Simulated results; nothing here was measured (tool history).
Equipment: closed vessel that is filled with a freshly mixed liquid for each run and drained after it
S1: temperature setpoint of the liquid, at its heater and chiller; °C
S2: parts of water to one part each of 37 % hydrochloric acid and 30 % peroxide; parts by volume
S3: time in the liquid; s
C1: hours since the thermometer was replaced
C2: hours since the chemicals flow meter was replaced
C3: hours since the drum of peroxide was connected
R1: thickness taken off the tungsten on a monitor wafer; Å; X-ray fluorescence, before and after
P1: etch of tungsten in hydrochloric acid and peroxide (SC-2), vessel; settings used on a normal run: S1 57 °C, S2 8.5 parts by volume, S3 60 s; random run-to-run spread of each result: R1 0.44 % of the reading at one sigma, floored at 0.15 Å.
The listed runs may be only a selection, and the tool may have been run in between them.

run 1 hour=9.2 | S1=57 S2=8.5 S3=60 | C1=1836.5 C2=446.3 C3=802 | R1=299.22
run 2 hour=20.9 | S1=57 S2=8.5 S3=30 | C1=1848.2 C2=458 C3=813.7 | R1=150.27
run 3 hour=29 | S1=57 S2=8.5 S3=60 | C1=1856.3 C2=466.1 C3=821.8 | R1=300.21
run 4 hour=37.8 | S1=57 S2=8.5 S3=60 | C1=1865.1 C2=474.9 C3=830.6 | R1=299.22
run 5 hour=51.3 | S1=57 S2=4 S3=60 | C1=1878.6 C2=488.4 C3=844.1 | R1=525.35
run 6 hour=64 | S1=57 S2=8.5 S3=60 | C1=1891.3 C2=501.1 C3=856.8 | R1=300.05
run 7 hour=75.5 | S1=57 S2=4 S3=30 | C1=1902.8 C2=512.6 C3=868.3 | R1=264.27
run 8 hour=89.3 | S1=57 S2=15 S3=60 | C1=1916.6 C2=526.4 C3=882.1 | R1=186.99
run 9 hour=107.3 | S1=57 S2=8.5 S3=90 | C1=1934.6 C2=544.4 C3=900.1 | R1=446.98
run 10 hour=124.9 | S1=40.5 S2=8.5 S3=60 | C1=1952.2 C2=562 C3=917.7 | R1=98.755
run 11 hour=134.7 | S1=70 S2=8.5 S3=60 | C1=1962 C2=571.8 C3=927.5 | R1=666.93

Run 12 comes next. What will it give?
run 12 hour=150.1 | S1=57 S2=8.5 S3=60 | C1=1977.4 C2=587.2 C3=942.9 | R1=?

{"run 12": {"R1": 298.75}}
